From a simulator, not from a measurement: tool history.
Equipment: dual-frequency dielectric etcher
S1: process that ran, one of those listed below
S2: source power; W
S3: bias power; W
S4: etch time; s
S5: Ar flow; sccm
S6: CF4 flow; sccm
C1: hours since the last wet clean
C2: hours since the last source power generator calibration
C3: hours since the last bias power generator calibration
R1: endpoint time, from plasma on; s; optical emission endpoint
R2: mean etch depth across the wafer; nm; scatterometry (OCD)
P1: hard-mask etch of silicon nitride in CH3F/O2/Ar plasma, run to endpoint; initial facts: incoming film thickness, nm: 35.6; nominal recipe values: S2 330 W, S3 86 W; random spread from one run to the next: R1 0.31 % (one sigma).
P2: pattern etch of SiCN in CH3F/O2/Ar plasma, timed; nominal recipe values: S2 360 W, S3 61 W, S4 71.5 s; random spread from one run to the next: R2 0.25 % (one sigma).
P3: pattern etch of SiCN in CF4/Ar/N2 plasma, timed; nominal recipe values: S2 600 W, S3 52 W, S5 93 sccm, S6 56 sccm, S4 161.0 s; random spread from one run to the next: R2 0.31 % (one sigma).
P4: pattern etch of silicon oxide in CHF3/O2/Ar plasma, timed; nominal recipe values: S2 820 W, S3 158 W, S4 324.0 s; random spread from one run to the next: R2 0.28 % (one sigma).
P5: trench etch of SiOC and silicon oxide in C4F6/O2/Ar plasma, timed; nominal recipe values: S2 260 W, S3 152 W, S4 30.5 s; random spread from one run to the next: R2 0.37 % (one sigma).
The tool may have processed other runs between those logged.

Run 1, hour 6.7: S1 P1, S2 330 W, S3 86 W; C1 218.6; C2 560.2; C3 1580.2. Result: R1 51.270 s.
Run 2, hour 11.5: S1 P5, S2 260 W, S3 152 W, S4 30.5 s; C1 223.4; C2 565.0; C3 1585.0. Result: R2 46.765 nm.
Run 3, hour 16.7: S1 P1, S2 240 W, S3 86 W; C1 228.6; C2 570.2; C3 1590.2. Result: R1 57.779 s.
Run 4, hour 20.6: S1 P5, S2 260 W, S3 152 W, S4 30.5 s; C1 232.5; C2 574.1; C3 1594.1. Result: R2 46.635 nm.
Run 5, hour 26.7: S1 P5, S2 260 W, S3 152 W, S4 17.0 s; C1 238.6; C2 580.2; C3 1600.2. Result: R2 26.187 nm.
Run 6, hour 30.9: S1 P2, S2 270 W, S3 61 W, S4 71.5 s; C1 242.8; C2 584.4; C3 1604.4. Result: R2 21.672 nm.
Run 7, hour 36.1: S1 P3, S2 600 W, S3 52 W, S4 161.0 s, S5 93 sccm, S6 56 sccm; C1 248.0; C2 589.6; C3 1609.6. Result: R2 151.650 nm.
Run 8, hour 41.7: S1 P1, S2 330 W, S3 86 W; C1 253.6; C2 595.2; C3 1615.2. Result: R1 51.386 s.
Run 9, hour 46.1: S1 P1, S2 420 W, S3 86 W; C1 258.0; C2 599.6; C3 1619.6. Result: R1 46.791 s.
Run 10, hour 50.2: S1 P2, S2 360 W, S3 61 W, S4 71.5 s; C1 262.1; C2 603.7; C3 1623.7. Result: R2 24.053 nm.
Run 11, hour 57.7: S1 P5, S2 260 W, S3 190 W, S4 30.5 s; C1 269.6; C2 611.2; C3 1631.2. Result: R2 50.000 nm.
Run 12, hour 62.3: S1 P4, S2 820 W, S3 158 W, S4 209.0 s; C1 274.2; C2 615.8; C3 1635.8. Result: R2 447.060 nm.
Run 13, hour 70.1: S1 P3, S2 600 W, S3 52 W, S4 161.0 s, S5 93 sccm, S6 42 sccm; C1 282.0; C2 623.6; C3 1643.6. Result: R2 145.750 nm.
Run 14, hour 77.0: S1 P2, S2 360 W, S3 72 W, S4 71.5 s; C1 288.9; C2 630.5; C3 1650.5. Result: R2 25.619 nm.
Run 15, hour 82.6: S1 P4, S2 970 W, S3 158 W, S4 324.0 s; C1 294.5; C2 636.1; C3 1656.1. Result: R2 738.250 nm.
Run 16, hour 87.5: S1 P1, S2 330 W, S3 86 W; C1 299.4; C2 641.0; C3 1661.0. Result: R1 51.193 s.
Run 17, hour 91.0: S1 P3, S2 600 W, S3 52 W, S4 161.0 s, S5 114 sccm, S6 56 sccm; C1 302.9; C2 644.5; C3 1664.5. Result: R2 147.960 nm.
Run 18, hour 99.1: S1 P1, S2 260 W, S3 69 W; C1 311.0; C2 652.6; C3 1672.6. Result: R1 60.889 s.
Run 19, hour 105.6: S1 P3, S2 600 W, S3 52 W, S4 161.0 s, S5 93 sccm, S6 56 sccm; C1 317.5; C2 659.1; C3 1679.1. Result: R2 152.160 nm.
Run 20, hour 113.4: S1 P1, S2 330 W, S3 86 W; C1 325.3; C2 666.9; C3 1686.9. Result: R1 51.426 s.
Run 21, hour 118.7: S1 P1, S2 330 W, S3 120 W; C1 330.6; C2 672.2; C3 1692.2. Result: R1 45.342 s.
Run 22, hour 122.4: S1 P5, S2 160 W, S3 152 W, S4 30.5 s; C1 334.3; C2 675.9; C3 1695.9. Result: R2 38.758 nm.
Run 23, hour 126.0: S1 P3, S2 600 W, S3 52 W, S4 88.5 s, S5 93 sccm, S6 56 sccm; C1 337.9; C2 679.5; C3 1699.5. Result: R2 83.511 nm.
Run 24, hour 132.1: S1 P4, S2 820 W, S3 158 W, S4 324.0 s; C1 344.0; C2 685.6; C3 1705.6. Result: R2 692.730 nm.
Run 25, hour 136.7: S1 P4, S2 820 W, S3 102 W, S4 324.0 s; C1 348.6; C2 690.2; C3 1710.2. Result: R2 606.810 nm.
Run 26, hour 143.8: S1 P3, S2 820 W, S3 52 W, S4 161.0 s, S5 93 sccm, S6 56 sccm; C1 355.7; C2 697.3; C3 1717.3. Result: R2 201.310 nm.
Run 27, hour 151.4: S1 P2, S2 360 W, S3 61 W, S4 71.5 s; C1 363.3; C2 704.9; C3 1724.9. Result: R2 24.122 nm.
Run 28, hour 158.3: S1 P3, S2 600 W, S3 74 W, S4 161.0 s, S5 93 sccm, S6 56 sccm; C1 370.2; C2 711.8; C3 1731.8. Result: R2 170.740 nm.
Run 29, hour 165.4: S1 P1, S2 330 W, S3 49 W; C1 377.3; C2 718.9; C3 1738.9. Result: R1 62.174 s.
Run 30, hour 172.0: S1 P2, S2 360 W, S3 61 W, S4 48.0 s; C1 383.9; C2 725.5; C3 1745.5. Result: R2 16.292 nm.
Run 31, hour 179.6: S1 P4, S2 820 W, S3 158 W, S4 324.0 s; C1 391.5; C2 733.1; C3 1753.1. Result: R2 694.890 nm.
Run 32, hour 186.8: S1 P1, S2 330 W, S3 86 W; C1 398.7; C2 740.3; C3 1760.3. Result: R1 51.455 s.
Run 33, hour 193.8: S1 P1, S2 330 W, S3 86 W; C1 405.7; C2 747.3; C3 1767.3. Result: R1 51.527 s.
Run 34, hour 201.5: S1 P1, S2 330 W, S3 86 W; C1 413.4; C2 755.0; C3 1775.0. Result: R1 50.900 s.
Run 35, hour 205.9: S1 P1, S2 330 W, S3 86 W; C1 417.8; C2 759.4; C3 1779.4. Result: R1 50.783 s.
Run 36, hour 212.6: S1 P1, S2 330 W, S3 86 W; C1 424.5; C2 766.1; C3 1786.1. Result: R1 50.848 s.
Run 37, hour 217.3: S1 P1, S2 330 W, S3 86 W; C1 429.2; C2 770.8; C3 1790.8. Result: R1 50.755 s.
At hour 221.0: wet clean of the chamber.
Run 38, hour 224.1: S1 P1, S2 330 W, S3 86 W; C1 3.1; C2 777.6; C3 1797.6. Result: R1 50.707 s.
Run 39, hour 229.3: S1 P1, S2 330 W, S3 86 W; C1 8.3; C2 782.8; C3 1802.8. Result: R1 50.785 s.
Run 40, hour 233.9: S1 P1, S2 330 W, S3 86 W; C1 12.9; C2 787.4; C3 1807.4. Result: R1 50.959 s.

Compared with where it was, what P1 gives has crept away. Each cause listed below fits the log as well as the rest, at the size given for it:
A: source power that arrives over what is set, % = 4.24
B: bias power that arrives over what is set, % = 4.38
The creep began at about hour 193.8.
Other possible causes, and why each is ruled out:
chamber walls in a state that raises the etch rate, %: its service at hour 221.0 followed the start of the drift and did not put the process back to its old value

Listed below are the offered check runs, one wafer per run, with question marks in place of results. For which of them would the causes give clearly different outcomes?
Run check 1, hour 238.5: S1 P5, S2 260 W, S3 152 W, S4 30.5 s. Result: R2 ?.
Run check 2, hour 238.5: S1 P2, S2 360 W, S3 61 W, S4 71.5 s. Result: R2 ?.
Run check 3, hour 238.5: S1 P3, S2 600 W, S3 52 W, S4 161.0 s, S5 93 sccm, S6 56 sccm. Result: R2 ?.
Run check 4, hour 238.5: S1 P4, S2 820 W, S3 158 W, S4 324.0 s. Result: R2 ?.

If the cause were each of the candidates in turn, the checks would give the following:
  check  result     if A     if B
check 1      R2   47.629   47.504
check 2      R2   24.558   24.534
check 3      R2  158.190  154.610
check 4      R2  704.440  702.780
Separation of the two closest causes in each check, using whichever result separates them best: check 1 0.26 %; check 2 0.1 %; check 3 2.29 %; check 4 0.24 %
The causes can be told apart only by check 3. The other checks would give nearly the same results under each of them.

The results of check 3 are: R2 158.360 nm. Based on these, which of the listed causes is it?

It was cause A: source power that arrives over what is set, %.

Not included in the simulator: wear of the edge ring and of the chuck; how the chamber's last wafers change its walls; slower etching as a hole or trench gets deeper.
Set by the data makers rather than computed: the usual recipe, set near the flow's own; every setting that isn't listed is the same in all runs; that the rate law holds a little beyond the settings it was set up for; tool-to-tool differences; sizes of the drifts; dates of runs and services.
